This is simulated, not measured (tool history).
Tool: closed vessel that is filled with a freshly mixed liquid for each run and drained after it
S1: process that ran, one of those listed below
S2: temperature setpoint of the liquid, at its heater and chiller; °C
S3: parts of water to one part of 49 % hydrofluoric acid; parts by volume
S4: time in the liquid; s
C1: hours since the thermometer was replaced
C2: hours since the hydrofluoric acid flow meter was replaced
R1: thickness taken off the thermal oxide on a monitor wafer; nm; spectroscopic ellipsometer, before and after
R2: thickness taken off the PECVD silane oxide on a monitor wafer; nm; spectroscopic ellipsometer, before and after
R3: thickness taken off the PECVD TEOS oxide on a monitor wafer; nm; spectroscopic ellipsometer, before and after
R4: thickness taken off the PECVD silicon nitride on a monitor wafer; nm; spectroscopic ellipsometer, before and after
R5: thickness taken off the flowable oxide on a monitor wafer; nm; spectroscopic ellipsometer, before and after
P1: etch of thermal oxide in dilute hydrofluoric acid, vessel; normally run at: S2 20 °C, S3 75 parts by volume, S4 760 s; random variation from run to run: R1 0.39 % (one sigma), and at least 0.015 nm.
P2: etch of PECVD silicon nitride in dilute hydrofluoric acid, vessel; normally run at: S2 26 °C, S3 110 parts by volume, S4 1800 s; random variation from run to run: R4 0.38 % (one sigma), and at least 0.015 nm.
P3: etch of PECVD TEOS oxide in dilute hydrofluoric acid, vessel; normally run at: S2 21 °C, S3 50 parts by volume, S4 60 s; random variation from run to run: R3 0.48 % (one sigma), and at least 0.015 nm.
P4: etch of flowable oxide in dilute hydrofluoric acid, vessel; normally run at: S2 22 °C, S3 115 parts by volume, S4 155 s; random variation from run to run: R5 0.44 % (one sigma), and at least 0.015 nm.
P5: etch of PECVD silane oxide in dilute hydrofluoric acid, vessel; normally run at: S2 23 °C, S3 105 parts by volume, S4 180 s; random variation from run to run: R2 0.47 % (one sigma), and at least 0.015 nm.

Run 1, hour 4.1: S1 P1, S2 20 °C, S3 75 parts by volume, S4 760 s; C1 933.8; C2 1835.9. Result: R1 40.702 nm.
Run 2, hour 9.4: S1 P5, S2 23 °C, S3 105 parts by volume, S4 180 s; C1 939.1; C2 1841.2. Result: R2 38.824 nm.
Run 3, hour 16.6: S1 P3, S2 21 °C, S3 50 parts by volume, S4 60 s; C1 946.3; C2 1848.4. Result: R3 9.7964 nm.
Run 4, hour 24.9: S1 P1, S2 20 °C, S3 75 parts by volume, S4 235 s; C1 954.6; C2 1856.7. Result: R1 12.458 nm.
Run 5, hour 33.6: S1 P2, S2 26 °C, S3 35 parts by volume, S4 1800 s; C1 963.3; C2 1865.4. Result: R4 99.154 nm.
Run 6, hour 39.1: S1 P4, S2 17 °C, S3 115 parts by volume, S4 155 s; C1 968.8; C2 1870.9. Result: R5 47.775 nm.
Run 7, hour 44.7: S1 P2, S2 26 °C, S3 110 parts by volume, S4 3480 s; C1 974.4; C2 1876.5. Result: R4 62.555 nm.
Run 8, hour 53.3: S1 P3, S2 21 °C, S3 85 parts by volume, S4 60 s; C1 983; C2 1885.1. Result: R3 5.5723 nm.
Run 9, hour 60.3: S1 P1, S2 17 °C, S3 75 parts by volume, S4 760 s; C1 990; C2 1892.1. Result: R1 35.692 nm.
Run 10, hour 68: S1 P1, S2 20 °C, S3 110 parts by volume, S4 760 s; C1 997.7; C2 1899.8. Result: R1 26.622 nm.
Run 11, hour 72: S1 P1, S2 20 °C, S3 20 parts by volume, S4 760 s; C1 1001.7; C2 1903.8. Result: R1 160.65 nm.
Run 12, hour 80.3: S1 P1, S2 20 °C, S3 75 parts by volume, S4 760 s; C1 1010; C2 1912.1. Result: R1 40.567 nm.
Run 13, hour 84.4: S1 P2, S2 17.5 °C, S3 110 parts by volume, S4 1800 s; C1 1014.1; C2 1916.2. Result: R4 18.365 nm.
Run 14, hour 92.9: S1 P1, S2 25 °C, S3 75 parts by volume, S4 760 s; C1 1022.6; C2 1924.7. Result: R1 50.048 nm.
Run 15, hour 97.1: S1 P4, S2 22 °C, S3 115 parts by volume, S4 305 s; C1 1026.8; C2 1928.9. Result: R5 115.34 nm.
Run 16, hour 105.1: S1 P5, S2 23 °C, S3 170 parts by volume, S4 180 s; C1 1034.8; C2 1936.9. Result: R2 22.332 nm.
Run 17, hour 112.8: S1 P5, S2 17.5 °C, S3 105 parts by volume, S4 180 s; C1 1042.5; C2 1944.6. Result: R2 31.174 nm.
Run 18, hour 119.4: S1 P4, S2 22 °C, S3 195 parts by volume, S4 155 s; C1 1049.1; C2 1951.2. Result: R5 31.39 nm.
Run 19, hour 123.8: S1 P1, S2 20 °C, S3 75 parts by volume, S4 760 s; C1 1053.5; C2 1955.6. Result: R1 40.422 nm.
Run 20, hour 128.4: S1 P1, S2 20 °C, S3 75 parts by volume, S4 1110 s; C1 1058.1; C2 1960.2. Result: R1 59.187 nm.
Run 21, hour 135.3: S1 P5, S2 23 °C, S3 105 parts by volume, S4 325 s; C1 1065; C2 1967.1. Result: R2 70.824 nm.
Run 22, hour 144: S1 P1, S2 20 °C, S3 75 parts by volume, S4 760 s; C1 1073.7; C2 1975.8. Result: R1 40.567 nm.
Run 23, hour 152.1: S1 P2, S2 26 °C, S3 110 parts by volume, S4 1800 s; C1 1081.8; C2 1983.9. Result: R4 32.337 nm.
Run 24, hour 159.4: S1 P4, S2 22 °C, S3 115 parts by volume, S4 155 s; C1 1089.1; C2 1991.2. Result: R5 58.189 nm.
Run 25, hour 166.4: S1 P1, S2 25.5 °C, S3 75 parts by volume, S4 155 s; C1 1096.1; C2 1998.2. Result: R1 10.353 nm.
Run 26, hour 172.2: S1 P3, S2 21 °C, S3 50 parts by volume, S4 60 s; C1 1101.9; C2 2004. Result: R3 9.7062 nm.
Run 27, hour 180.8: S1 P3, S2 26.5 °C, S3 50 parts by volume, S4 60 s; C1 1110.5; C2 2012.6. Result: R3 12.352 nm.
Run 28, hour 188.2: S1 P2, S2 26 °C, S3 110 parts by volume, S4 1800 s; C1 1117.9; C2 2020. Result: R4 32.042 nm.
Run 29, hour 194.7: S1 P3, S2 21 °C, S3 50 parts by volume, S4 100 s; C1 1124.4; C2 2026.5. Result: R3 16.363 nm.
Run 30, hour 200.4: S1 P1, S2 20 °C, S3 75 parts by volume, S4 760 s; C1 1130.1; C2 2032.2. Result: R1 40.728 nm.
Run 31, hour 205.9: S1 P1, S2 20 °C, S3 75 parts by volume, S4 760 s; C1 1135.6; C2 2037.7. Result: R1 41.543 nm.
Run 32, hour 214.1: S1 P1, S2 20 °C, S3 75 parts by volume, S4 760 s; C1 1143.8; C2 2045.9. Result: R1 41.938 nm.
Run 33, hour 223.2: S1 P1, S2 20 °C, S3 75 parts by volume, S4 760 s; C1 1152.9; C2 2055. Result: R1 42.546 nm.
Run 34, hour 230.6: S1 P1, S2 20 °C, S3 75 parts by volume, S4 760 s; C1 1160.3; C2 2062.4. Result: R1 42.759 nm.
Run 35, hour 239.4: S1 P1, S2 20 °C, S3 75 parts by volume, S4 760 s; C1 1169.1; C2 2071.2. Result: R1 42.775 nm.
Run 36, hour 248.3: S1 P1, S2 20 °C, S3 75 parts by volume, S4 760 s; C1 1178; C2 2080.1. Result: R1 43.266 nm.
Run 37, hour 255: S1 P1, S2 20 °C, S3 75 parts by volume, S4 760 s; C1 1184.7; C2 2086.8. Result: R1 43.243 nm.
Run 38, hour 261: S1 P1, S2 20 °C, S3 75 parts by volume, S4 760 s; C1 1190.7; C2 2092.8. Result: R1 43.236 nm.
Run 39, hour 270.3: S1 P1, S2 20 °C, S3 75 parts by volume, S4 760 s; C1 1200; C2 2102.1. Result: R1 43.28 nm.

What P1 gives has crept away from where it was. These 2 causes fit the log equally well, each at the size given:
A: hydrofluoric acid flow above the setpoint (%) = 6.09
B: liquid hotter than its thermometer reads (K) = 1.55
The creep began at about hour 200.4.

4 check runs are offered, one wafer each, their results left as question marks. Which one tells the causes apart?
Run check 1, hour 279.6: S1 P4, S2 22 °C, S3 155 parts by volume, S4 155 s. Result: R5 ?.
Run check 2, hour 279.6: S1 P5, S2 17.5 °C, S3 105 parts by volume, S4 180 s. Result: R2 ?.
Run check 3, hour 279.6: S1 P3, S2 21 °C, S3 80 parts by volume, S4 60 s. Result: R3 ?.
Run check 4, hour 279.6: S1 P2, S2 23 °C, S3 110 parts by volume, S4 3395 s. Result: R4 ?.

What each check would give under each cause:
  check  result    if A    if B
check 1      R5  44.412  44.012
check 2      R2  33.161  33.127
check 3      R3  6.3164  6.3101
check 4      R4  52.991   55.36
How far apart the two closest causes lie, in the result that separates them most: check 1 0.9 %; check 2 0.1 %; check 3 0.1 %; check 4 4.37 %
Only check 4 tells the causes apart: in the others they would give nearly the same result.

Then check 4 was run and gave: R4 52.994 nm. Which cause is it?

It is A: hydrofluoric acid flow above the setpoint (%).

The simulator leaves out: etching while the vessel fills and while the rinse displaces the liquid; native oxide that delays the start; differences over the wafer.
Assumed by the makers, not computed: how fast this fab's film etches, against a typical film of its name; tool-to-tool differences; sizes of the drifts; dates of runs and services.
